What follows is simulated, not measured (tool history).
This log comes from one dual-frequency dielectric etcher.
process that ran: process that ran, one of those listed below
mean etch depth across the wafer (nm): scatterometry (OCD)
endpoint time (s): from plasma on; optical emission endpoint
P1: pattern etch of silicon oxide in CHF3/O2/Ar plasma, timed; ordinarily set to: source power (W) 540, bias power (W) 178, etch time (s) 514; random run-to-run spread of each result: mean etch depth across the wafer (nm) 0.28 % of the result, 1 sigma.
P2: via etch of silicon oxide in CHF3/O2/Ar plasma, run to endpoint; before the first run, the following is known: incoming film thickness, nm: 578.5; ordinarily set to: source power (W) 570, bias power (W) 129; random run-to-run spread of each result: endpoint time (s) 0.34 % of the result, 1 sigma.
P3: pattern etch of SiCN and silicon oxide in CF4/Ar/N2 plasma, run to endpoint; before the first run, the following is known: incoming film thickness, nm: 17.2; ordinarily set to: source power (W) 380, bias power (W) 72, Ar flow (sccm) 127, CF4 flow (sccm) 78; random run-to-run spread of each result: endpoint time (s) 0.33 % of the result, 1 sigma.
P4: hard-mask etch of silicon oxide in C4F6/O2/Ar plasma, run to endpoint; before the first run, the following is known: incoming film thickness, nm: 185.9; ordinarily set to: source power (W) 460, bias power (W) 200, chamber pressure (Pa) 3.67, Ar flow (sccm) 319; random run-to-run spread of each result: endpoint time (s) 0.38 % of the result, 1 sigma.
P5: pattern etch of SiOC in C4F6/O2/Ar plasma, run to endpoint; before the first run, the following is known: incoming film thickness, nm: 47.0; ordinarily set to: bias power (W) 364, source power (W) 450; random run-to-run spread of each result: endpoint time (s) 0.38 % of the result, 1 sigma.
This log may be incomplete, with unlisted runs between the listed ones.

run	hour	process that ran	source power (W)	bias power (W)	etch time (s)	chamber pressure (Pa)	Ar flow (sccm)	CF4 flow (sccm)	hours since the last wet clean	hours since the last source power generator calibration	hours since the last bias power generator calibration	mean etch depth across the wafer (nm)	endpoint time (s)
1	10.9	P1	540	178	514				213.9	1175.6	1944	981.26	
2	27	P1	540	178	514				230	1191.7	1960.1	974.6	
3	36.9	P4	460	280		3.67	319		239.9	1201.6	1970		47.765
4	46.4	P1	740	178	514				249.4	1211.1	1979.5	1100.9	
5	55.1	P3	380	72			127	104	258.1	1219.8	1988.2		22.346
6	70.8	P4	460	200		3.67	319		273.8	1235.5	2003.9		53.209
7	77.8	P1	540	178	514				280.8	1242.5	2010.9	979.98	
8	87.8	P1	340	178	746.5				290.8	1252.5	2020.9	1193.1	
9	97.5	P5	450	364					300.5	1262.2	2030.6		16.815
10	113.1	P3	380	72			127	78	316.1	1277.8	2046.2		23.349
11	127.6	P1	760	149	514				330.6	1292.3	2060.7	1054.5	
12	138.7	P2	570	79					341.7	1303.4	2071.8		383.08
13	147.1	P1	380	178	514				350.1	1311.8	2080.2	857.17	
14	162.8	P4	460	200		3.67	252		365.8	1327.5	2095.9		51.755
15	176	P5	450	364					379	1340.7	2109.1		16.793
16	189.8	P4	460	200		4.8	319		392.8	1354.5	2122.9		54.518
17	200.4	P1	540	178	349.5				403.4	1365.1	2133.5	665.89	
18	212	P2	570	129					415	1376.7	2145.1		331.04
19	226.7	P1	540	178	514				429.7	1391.4	2159.8	978.79	
20	236.1	P5	450	245					439.1	1400.8	2169.2		19.207
21	249.5	P1	540	235	514				452.5	1414.2	2182.6	1083.4	
22	257.9	P3	380	46			127	78	460.9	1422.6	2191		27.104
23	273.5	P4	550	200		3.67	319		476.5	1438.2	2206.6		49.613
24	281.5	P4	460	200		3.67	319		484.5	1446.2	2214.6		53.236
25	294	P1	540	217	347				497	1458.7	2227.1	707.26	
26	307.4	P5	530	364					510.4	1472.1	2240.5		15.816
27	323.7	P1	540	178	514				526.7	1488.4	2256.8	982.77	
28	333	P1	540	144	514				536	1497.7	2266.1	914.93	
29	347.7	P3	250	72			127	78	550.7	1512.4	2280.8		33.72
30	361.9	P1	540	178	514				564.9	1526.6	2295	978.96	
31	369.4	P3	380	72			75	78	572.4	1534.1	2302.5		21.811
32	383.6	P2	780	129					586.6	1548.3	2316.7		292.39
33	393	P1	540	178	756				596	1557.7	2326.1	1439.5	
34	402	P1	540	178	514				605	1566.7	2335.1	982.74	
35	414.9	P1	540	178	514				617.9	1579.6	2348	975.71	
36	425.2	P1	540	178	514				628.2	1589.9	2358.3	974.05	
37	439.7	P1	540	178	514				642.7	1604.4	2372.8	964.15	
38	452.5	P1	540	178	514				655.5	1617.2	2385.6	971.09	
# hour 463: wet clean of the chamber
39	465.8	P1	540	178	514				2.8	1630.5	2398.9	967.6	
40	475.7	P1	540	178	514				12.7	1640.4	2408.8	964.47	
41	486.3	P1	540	178	514				23.3	1651	2419.4	963.98	
42	496.2	P1	540	178	514				33.2	1660.9	2429.3	967.53	
43	511.1	P1	540	178	514				48.1	1675.8	2444.2	967.91	
44	520	P1	540	178	514				57	1684.7	2453.1	959.7	
45	528.8	P1	540	178	514				65.8	1693.5	2461.9	968.69	

What P1 gives has crept off from where it sat before. The 2 causes that follow fit the log equally well, each at the size noted:
A: source power that arrives under what is set, % = 3.65
B: bias power that arrives under what is set, % = 4.13
At approximately hour 402, the process output began to creep.
Each remaining cause and why it is not a fit:
chamber walls in a state that lowers the etch rate, %: serviced at hour 463, after the drift had started, without restoring the earlier output

The 4 check runs listed below each average the results of 2 wafers, and their outcomes are marked with question marks. Under which run would the listed causes produce clearly different results?
check 1	537.6	P3	380	47			80	78					?
check 2	537.6	P2	660	80									?
check 3	537.6	P4	530	263		3.67	319						?
check 4	537.6	P5	450	258									?

What every check run would give for each of its results, assuming each possible cause in turn:
check	result	if A	if B
check 1	endpoint time (s)	25.819	25.281
check 2	endpoint time (s)	364.86	363.55
check 3	endpoint time (s)	46.595	46.586
check 4	endpoint time (s)	19.176	19.17
Per check, the gap between the least separated pair of causes, taken in the result that splits them most: check 1 2.11 %; check 2 0.36 %; check 3 0.02 %; check 4 0.03 %
Of the check runs offered, only check 1 discriminates between the causes; the rest would read about the same regardless of which cause applies.

With check 1 done, the readings were: endpoint time (s) 25.865. Identify which of the listed causes applies.

A is the cause: source power that arrives under what is set, %.

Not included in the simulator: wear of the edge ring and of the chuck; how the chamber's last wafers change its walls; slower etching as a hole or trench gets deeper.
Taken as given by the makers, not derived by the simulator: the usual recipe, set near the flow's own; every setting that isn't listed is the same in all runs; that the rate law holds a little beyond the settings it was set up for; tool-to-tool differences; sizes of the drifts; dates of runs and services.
